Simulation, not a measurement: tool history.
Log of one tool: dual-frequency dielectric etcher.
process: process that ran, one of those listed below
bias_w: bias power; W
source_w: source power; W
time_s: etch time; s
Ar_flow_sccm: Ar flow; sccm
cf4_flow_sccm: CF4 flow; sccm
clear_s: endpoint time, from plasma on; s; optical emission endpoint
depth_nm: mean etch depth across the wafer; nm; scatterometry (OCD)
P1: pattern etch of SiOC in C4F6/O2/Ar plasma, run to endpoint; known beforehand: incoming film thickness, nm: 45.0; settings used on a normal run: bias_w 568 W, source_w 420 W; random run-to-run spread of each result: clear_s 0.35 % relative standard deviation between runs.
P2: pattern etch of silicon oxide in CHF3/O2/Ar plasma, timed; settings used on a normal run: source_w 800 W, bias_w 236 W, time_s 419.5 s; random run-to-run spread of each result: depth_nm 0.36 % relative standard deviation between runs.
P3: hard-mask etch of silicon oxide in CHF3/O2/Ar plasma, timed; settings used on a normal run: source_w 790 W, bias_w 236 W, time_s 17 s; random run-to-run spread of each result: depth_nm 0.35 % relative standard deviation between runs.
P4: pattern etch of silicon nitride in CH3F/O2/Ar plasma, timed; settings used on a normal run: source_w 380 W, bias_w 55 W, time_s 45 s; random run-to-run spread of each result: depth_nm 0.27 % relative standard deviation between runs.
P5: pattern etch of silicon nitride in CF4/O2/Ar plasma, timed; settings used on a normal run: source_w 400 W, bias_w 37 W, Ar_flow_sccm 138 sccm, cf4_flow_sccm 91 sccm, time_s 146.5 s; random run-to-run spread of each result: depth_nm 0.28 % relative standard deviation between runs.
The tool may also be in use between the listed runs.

| run | day | process | bias_w | source_w | time_s | Ar_flow_sccm | cf4_flow_sccm | clear_s | depth_nm |
|---|---|---|---|---|---|---|---|---|---|
| 1 | 0.296 | P1 | 568 | 420 |  |  |  | 14.238 |  |
| 2 | 0.512 | P1 | 568 | 580 |  |  |  | 12.58 |  |
| 3 | 0.804 | P1 | 568 | 310 |  |  |  | 15.931 |  |
| 4 | 0.95 | P1 | 389 | 420 |  |  |  | 16.445 |  |
| 5 | 1.079 | P3 | 236 | 540 | 17 |  |  |  | 35.504 |
| 6 | 1.233 | P2 | 236 | 800 | 419.5 |  |  |  | 1042.4 |
| 7 | 1.433 | P3 | 288 | 790 | 17 |  |  |  | 44.064 |
| 8 | 1.696 | P4 | 55 | 470 | 45 |  |  |  | 30.891 |
| 9 | 1.875 | P5 | 37 | 400 | 82.5 | 138 | 91 |  | 114.42 |
| 10 | 2.058 | P2 | 236 | 800 | 588 |  |  |  | 1461.1 |
| 11 | 2.208 | P3 | 236 | 790 | 17 |  |  |  | 41.21 |
| 12 | 2.488 | P5 | 26 | 400 | 146.5 | 138 | 91 |  | 178.63 |
| 13 | 2.708 | P1 | 472 | 270 |  |  |  | 17.96 |  |
| 14 | 2.838 | P4 | 75 | 380 | 45 |  |  |  | 31.439 |
| 15 | 3 | P1 | 693 | 420 |  |  |  | 13.116 |  |
| 16 | 3.179 | P1 | 568 | 420 |  |  |  | 14.194 |  |
| 17 | 3.4 | P2 | 236 | 800 | 419.5 |  |  |  | 1042.5 |
| 18 | 3.579 | P1 | 568 | 420 |  |  |  | 14.184 |  |
| 19 | 3.871 | P1 | 568 | 420 |  |  |  | 14.235 |  |
| 20 | 4.088 | P1 | 568 | 420 |  |  |  | 14.157 |  |
| 21 | 4.383 | P5 | 37 | 400 | 146.5 | 138 | 110 |  | 208.39 |
| 22 | 4.533 | P2 | 183 | 800 | 419.5 |  |  |  | 956.55 |
| 23 | 4.667 | P5 | 37 | 560 | 146.5 | 138 | 91 |  | 271.68 |
| 24 | 4.808 | P3 | 236 | 790 | 21 |  |  |  | 50.578 |
| 25 | 5.021 | P4 | 55 | 380 | 66.5 |  |  |  | 42.006 |
| 26 | 5.158 | P1 | 568 | 420 |  |  |  | 14.212 |  |
| 27 | 5.388 | P5 | 37 | 400 | 146.5 | 138 | 91 |  | 203.22 |
| 28 | 5.542 | P2 | 236 | 490 | 419.5 |  |  |  | 870.5 |
| 29 | 5.688 | P5 | 37 | 400 | 146.5 | 187 | 91 |  | 192.76 |
| 30 | 5.879 | P4 | 55 | 380 | 45 |  |  |  | 28.46 |
| 31 | 6.117 | P1 | 568 | 420 |  |  |  | 14.277 |  |
| 32 | 6.271 | P1 | 568 | 420 |  |  |  | 14.348 |  |
| 33 | 6.433 | P1 | 568 | 420 |  |  |  | 14.412 |  |
| 34 | 6.633 | P1 | 568 | 420 |  |  |  | 14.393 |  |
| 35 | 6.85 | P1 | 568 | 420 |  |  |  | 14.461 |  |
| 36 | 7.108 | P1 | 568 | 420 |  |  |  | 14.397 |  |
|  | 7.154 | wet clean of the chamber |
| 37 | 7.267 | P1 | 568 | 420 |  |  |  | 14.424 |  |
| 38 | 7.55 | P1 | 568 | 420 |  |  |  | 14.527 |  |
| 39 | 7.679 | P1 | 568 | 420 |  |  |  | 14.553 |  |

The output of P1 has drifted from where it used to be. Each of the 2 causes below, taken at the size shown beside it, accounts for the log equally well:
A: bias power that arrives under what is set, % = 4.5
B: source power that arrives under what is set, % = 4.63
The process output started creeping at around day 6.117.
Excluded causes, each with its reason:
chamber walls in a state that lowers the etch rate, %: maintenance at day 7.154, after the shift began, did not return the process to its former output

The check runs listed below each take one wafer, and their results are still question marks. Under which run would the listed causes lead to clearly different results?
| check 1 | 7.808 | P2 | 236 | 800 | 419.5 |  |  |  | ? |
| check 2 | 7.808 | P3 | 236 | 790 | 17 |  |  |  | ? |
| check 3 | 7.808 | P5 | 37 | 400 | 146.5 | 138 | 91 |  | ? |
| check 4 | 7.808 | P4 | 55 | 380 | 45 |  |  |  | ? |

If the cause were each of the candidates in turn, the checks would give the following:
| check | result | if A | if B |
|---|---|---|---|
| check 1 | depth_nm | 1026.6 | 1024.5 |
| check 2 | depth_nm | 40.287 | 40.206 |
| check 3 | depth_nm | 199.26 | 194.56 |
| check 4 | depth_nm | 27.932 | 27.833 |
Distance between the nearest two causes, measured in the result of the check that separates them most: check 1 0.2 %; check 2 0.2 %; check 3 2.39 %; check 4 0.35 %
Check 3 tells the causes apart: in the others they would give nearly the same result.

Check 3 has now been run. It gave: depth_nm 194.18 nm. Which of the candidate causes is it?

The correct cause is B, namely: source power that arrives under what is set, %.

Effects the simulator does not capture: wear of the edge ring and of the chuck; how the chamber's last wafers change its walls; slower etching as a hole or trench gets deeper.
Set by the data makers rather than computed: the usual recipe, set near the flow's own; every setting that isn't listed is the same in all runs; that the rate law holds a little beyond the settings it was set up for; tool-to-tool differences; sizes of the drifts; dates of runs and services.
